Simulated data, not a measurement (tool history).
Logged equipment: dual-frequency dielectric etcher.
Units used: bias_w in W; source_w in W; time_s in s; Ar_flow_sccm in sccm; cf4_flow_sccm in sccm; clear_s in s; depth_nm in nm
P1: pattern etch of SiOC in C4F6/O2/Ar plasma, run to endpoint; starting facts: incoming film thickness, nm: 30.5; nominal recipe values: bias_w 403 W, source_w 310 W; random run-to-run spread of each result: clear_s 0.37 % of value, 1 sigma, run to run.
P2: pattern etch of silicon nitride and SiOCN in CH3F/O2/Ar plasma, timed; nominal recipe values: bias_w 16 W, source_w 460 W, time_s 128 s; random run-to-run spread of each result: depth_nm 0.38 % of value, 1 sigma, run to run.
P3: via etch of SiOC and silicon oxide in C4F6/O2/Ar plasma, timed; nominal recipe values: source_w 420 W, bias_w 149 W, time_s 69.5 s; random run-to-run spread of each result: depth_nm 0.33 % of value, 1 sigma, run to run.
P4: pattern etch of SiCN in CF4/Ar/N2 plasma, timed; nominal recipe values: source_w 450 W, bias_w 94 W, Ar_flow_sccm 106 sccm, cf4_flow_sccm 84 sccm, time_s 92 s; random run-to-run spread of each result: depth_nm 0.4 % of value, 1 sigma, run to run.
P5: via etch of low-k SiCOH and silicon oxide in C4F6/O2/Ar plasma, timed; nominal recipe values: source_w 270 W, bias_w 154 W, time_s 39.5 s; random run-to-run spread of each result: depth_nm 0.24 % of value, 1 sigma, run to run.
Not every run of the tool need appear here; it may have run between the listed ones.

run   hour  process  bias_w  source_w  time_s  Ar_flow_sccm  cf4_flow_sccm  hours since the last wet clean  hours since the last bias power generator calibration  hours since the last source power generator calibration  clear_s  depth_nm
  1    5.6       P1     403       310                                                                  212                                                 2689.2                                                   1695.8   12.646
  2   11.9       P1     403       310                                                                218.3                                                 2695.5                                                   1702.1    12.65
  3     20       P1     403       310                                                                226.4                                                 2703.6                                                   1710.2   12.614
  4   25.9       P1     485       310                                                                232.3                                                 2709.5                                                   1716.1   11.755
  5     30       P5     154       270    54.5                                                        236.4                                                 2713.6                                                   1720.2              112.1
  6   36.6       P3     149       420    69.5                                                          243                                                 2720.2                                                   1726.8             73.432
  7     41       P4      94       550      92           106             84                           247.4                                                 2724.6                                                   1731.2             101.67
  8   48.4       P1     403       310                                                                254.8                                                   2732                                                   1738.6   12.533
  9   56.4       P5     154       270    39.5                                                        262.8                                                   2740                                                   1746.6             81.336
 10   64.3       P1     403       310                                                                270.7                                                 2747.9                                                   1754.5   12.551
 11     71       P5     154       180    39.5                                                        277.4                                                 2754.6                                                   1761.2              69.83
 12   76.1       P4      94       450      92            77             84                           282.5                                                 2759.7                                                   1766.3             89.251
 13   83.3       P1     403       310                                                                289.7                                                 2766.9                                                   1773.5   12.584
 14     88       P1     557       250                                                                294.4                                                 2771.6                                                   1778.2    12.09
 15   93.9       P2      22       460     128                                                        300.3                                                 2777.5                                                   1784.1              17.87
 16     99       P5     190       270    39.5                                                        305.4                                                 2782.6                                                   1789.2             87.166
 17  105.9       P2      16       460      86                                                        312.3                                                 2789.5                                                   1796.1             10.482
 18  113.6       P3     149       580    69.5                                                          320                                                 2797.2                                                   1803.8             83.492
     116.6  -- bias power generator calibrated
 19  117.7       P2      16       460     128                                                        324.1                                                    1.1                                                   1807.9             15.623
 20  123.5       P4      94       450      92           106            107                           329.9                                                    6.9                                                   1813.7             88.497
 21  127.9       P1     543       250                                                                334.3                                                   11.3                                                   1818.1   12.191
 22    133       P1     403       310                                                                339.4                                                   16.4                                                   1823.2   12.566
 23  138.1       P1     246       310                                                                344.5                                                   21.5                                                   1828.3   15.076
 24  144.5       P3     201       420    69.5                                                        350.9                                                   27.9                                                   1834.7             81.098
 25    149       P1     403       420                                                                355.4                                                   32.4                                                   1839.2   11.301
 26  156.1       P4      94       450      92           106             84                           362.5                                                   39.5                                                   1846.3             85.795
 27  162.8       P3     149       420    47.5                                                        369.2                                                   46.2                                                     1853             49.935
 28  170.9       P4      54       450      92           106             84                           377.3                                                   54.3                                                   1861.1             70.829
 29  179.1       P4      94       450     129           106             84                           385.5                                                   62.5                                                   1869.3             119.86
 30  184.5       P2      16       460     128                                                        390.9                                                   67.9                                                   1874.7             15.707
 31    192       P2      16       270     128                                                        398.4                                                   75.4                                                   1882.2             12.863
 32  198.8       P4      94       450      92           106             84                           405.2                                                   82.2                                                     1889             85.393
 33  205.4       P1     555       380                                                                411.8                                                   88.8                                                   1895.6   10.383
 34  211.1       P1     403       230                                                                417.5                                                   94.5                                                   1901.3   14.046
 35  216.3       P1     403       310                                                                422.7                                                   99.7                                                   1906.5   12.642
 36    220       P1     403       310                                                                426.4                                                  103.4                                                   1910.2   12.724
 37  227.9       P1     403       310                                                                434.3                                                  111.3                                                   1918.1   12.765
 38  232.1       P1     403       310                                                                438.5                                                  115.5                                                   1922.3   12.819
 39  237.5       P1     403       310                                                                443.9                                                  120.9                                                   1927.7   12.904
     240.9  -- wet clean of the chamber
 40  241.1       P1     403       310                                                                  0.3                                                  124.5                                                   1931.3   12.809
 41  249.2       P1     403       310                                                                  8.4                                                  132.6                                                   1939.4    12.88
 42  253.2       P1     403       310                                                                 12.4                                                  136.6                                                   1943.4   12.863
 43  261.5       P1     403       310                                                                 20.7                                                  144.9                                                   1951.7   12.801

What P1 gives has crept away from where it was. These 2 causes fit the log equally well, each at the size given:
A: source power that arrives under what is set, % = 4.8
B: bias power that arrives under what is set, % = 4.87
Onset of the creep was near hour 216.3.
The rest of the possible causes, and what rules out each one:
chamber walls in a state that lowers the etch rate, %: serviced at hour 240.9, which brought nothing back

Which of the check runs below tells the causes apart, meaning the causes would give it clearly different results? Each run uses 2 wafers whose results are averaged, and each result is shown as a question mark.
check 1  269.8       P2      19       310     128                                                                                                                                                                                               ?
check 2  269.8       P4      60       450      92           106             84                                                                                                                                                                  ?
check 3  269.8       P5     178       270    39.5                                                                                                                                                                                               ?
check 4  269.8       P3     149       520    69.5                                                                                                                                                                                               ?

Predicted outcomes, by check and by cause:
  check    result    if A    if B
check 1  depth_nm  14.368  14.301
check 2  depth_nm  70.231  72.175
check 3  depth_nm  83.519  83.761
check 4  depth_nm  78.252  78.594
Separation of the two closest causes in each check, using whichever result separates them best: check 1 0.47 %; check 2 2.73 %; check 3 0.29 %; check 4 0.44 %
The other checks would show nearly matching results whichever cause is true, so check 2 is the only one that separates the causes.

Then check 2 was run and gave: depth_nm 72.193 nm. Which cause is it?

The correct cause is B, namely: bias power that arrives under what is set, %.
